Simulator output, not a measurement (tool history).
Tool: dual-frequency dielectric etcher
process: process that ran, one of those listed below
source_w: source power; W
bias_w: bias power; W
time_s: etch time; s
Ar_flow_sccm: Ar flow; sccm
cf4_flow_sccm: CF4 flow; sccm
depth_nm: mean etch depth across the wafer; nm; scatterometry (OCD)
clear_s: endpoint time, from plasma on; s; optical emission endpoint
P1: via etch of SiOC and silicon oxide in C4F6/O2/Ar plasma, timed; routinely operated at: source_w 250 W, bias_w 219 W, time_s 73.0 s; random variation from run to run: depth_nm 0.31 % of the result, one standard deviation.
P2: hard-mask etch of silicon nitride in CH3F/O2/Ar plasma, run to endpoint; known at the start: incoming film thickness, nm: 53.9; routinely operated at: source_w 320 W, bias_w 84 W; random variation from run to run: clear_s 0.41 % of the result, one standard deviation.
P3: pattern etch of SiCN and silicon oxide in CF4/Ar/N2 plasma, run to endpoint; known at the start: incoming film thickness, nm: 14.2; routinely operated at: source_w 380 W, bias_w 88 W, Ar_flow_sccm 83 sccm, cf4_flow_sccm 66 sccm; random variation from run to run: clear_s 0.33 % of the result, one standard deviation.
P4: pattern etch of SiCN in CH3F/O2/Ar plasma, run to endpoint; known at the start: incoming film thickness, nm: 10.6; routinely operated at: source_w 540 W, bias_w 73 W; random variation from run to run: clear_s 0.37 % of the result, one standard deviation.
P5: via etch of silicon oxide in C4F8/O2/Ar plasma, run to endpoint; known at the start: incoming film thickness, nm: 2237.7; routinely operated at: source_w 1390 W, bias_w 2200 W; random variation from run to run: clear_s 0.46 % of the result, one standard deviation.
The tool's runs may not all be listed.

run	day	process	source_w	bias_w	time_s	Ar_flow_sccm	cf4_flow_sccm	depth_nm	clear_s
1	0.212	P1	250	219	73.0			74.466	
2	0.471	P4	540	93					23.649
3	0.721	P1	250	219	55.5			57.064	
4	0.958	P2	230	84					92.438
5	1.171	P1	250	219	109.5			111.970	
6	1.388	P1	340	219	73.0			83.714	
7	1.625	P1	250	168	40.0			37.347	
8	1.912	P1	250	127	73.0			62.283	
9	2.075	P1	160	219	73.0			63.221	
10	2.254	P5	1040	2200					539.320
11	2.525	P3	380	59		83	66		21.121
12	2.788	P5	1390	1365					556.360
13	2.925	P1	250	219	73.0			74.354	
14	3.121	P3	380	88		116	66		19.340
15	3.333	P5	1390	2200					479.860
16	3.529	P2	320	84					81.413
17	3.708	P1	290	219	55.0			59.448	
18	3.862	P4	540	73					25.925
19	4.150	P4	760	73					22.741
20	4.367	P1	250	284	73.0			81.253	
21	4.621	P4	540	73					25.787
22	4.908	P1	250	219	73.0			74.039	
23	5.175	P1	250	279	46.5			51.495	
24	5.467	P3	380	88		83	80		17.994
25	5.662	P1	250	219	73.0			74.639	
26	5.904	P3	380	88		83	66		18.515
27	6.142	P2	320	84					82.215
28	6.375	P1	250	219	73.0			74.583	
29	6.654	P2	320	105					74.893
30	6.925	P3	220	88		83	66		29.775
31	7.183	P1	250	219	73.0			74.261	
32	7.354	P1	250	219	73.0			74.847	
33	7.588	P1	250	219	73.0			75.284	
34	7.833	P1	250	219	73.0			75.172	
# day 7.979: wet clean of the chamber
35	8.067	P1	250	219	73.0			75.238	
36	8.300	P1	250	219	73.0			75.431	
37	8.529	P1	250	219	73.0			75.679	
38	8.683	P1	250	219	73.0			75.504	

P1 no longer gives what it gave before; its output has crept away from where it was. The following 2 causes, each at its listed size, fit the log equally well:
A: bias power that arrives over what is set, % = 4.53
B: source power that arrives over what is set, % = 4.13
Onset of the creep was near day 7.183.
The rest of the possible causes, and what rules out each one:
chamber walls in a state that raises the etch rate, %: maintenance at day 7.979, after the shift began, did not return the process to its former output

Consider the 4 check runs below, whose results appear as question marks and each of which averages 2 wafers. Which one distinguishes the causes, in that each cause would give it a clearly different result?
check 1	8.838	P4	540	73					?
check 2	8.838	P3	380	88		83	66		?
check 3	8.838	P5	1390	2200					?
check 4	8.838	P2	320	84					?

How each check would come out, cause by cause:
check	result	if A	if B
check 1	clear_s	25.413	25.416
check 2	clear_s	18.169	17.809
check 3	clear_s	472.970	471.730
check 4	clear_s	80.454	80.524
Per check, the gap between the least separated pair of causes, taken in the result that splits them most: check 1 0.01 %; check 2 2 %; check 3 0.26 %; check 4 0.09 %
Check 2 is the one run that separates the causes; every other check would come out nearly the same whichever cause is at work.

With check 2 done, the readings were: clear_s 17.822 s. Identify which of the listed causes applies.

The cause is B: source power that arrives over what is set, %.

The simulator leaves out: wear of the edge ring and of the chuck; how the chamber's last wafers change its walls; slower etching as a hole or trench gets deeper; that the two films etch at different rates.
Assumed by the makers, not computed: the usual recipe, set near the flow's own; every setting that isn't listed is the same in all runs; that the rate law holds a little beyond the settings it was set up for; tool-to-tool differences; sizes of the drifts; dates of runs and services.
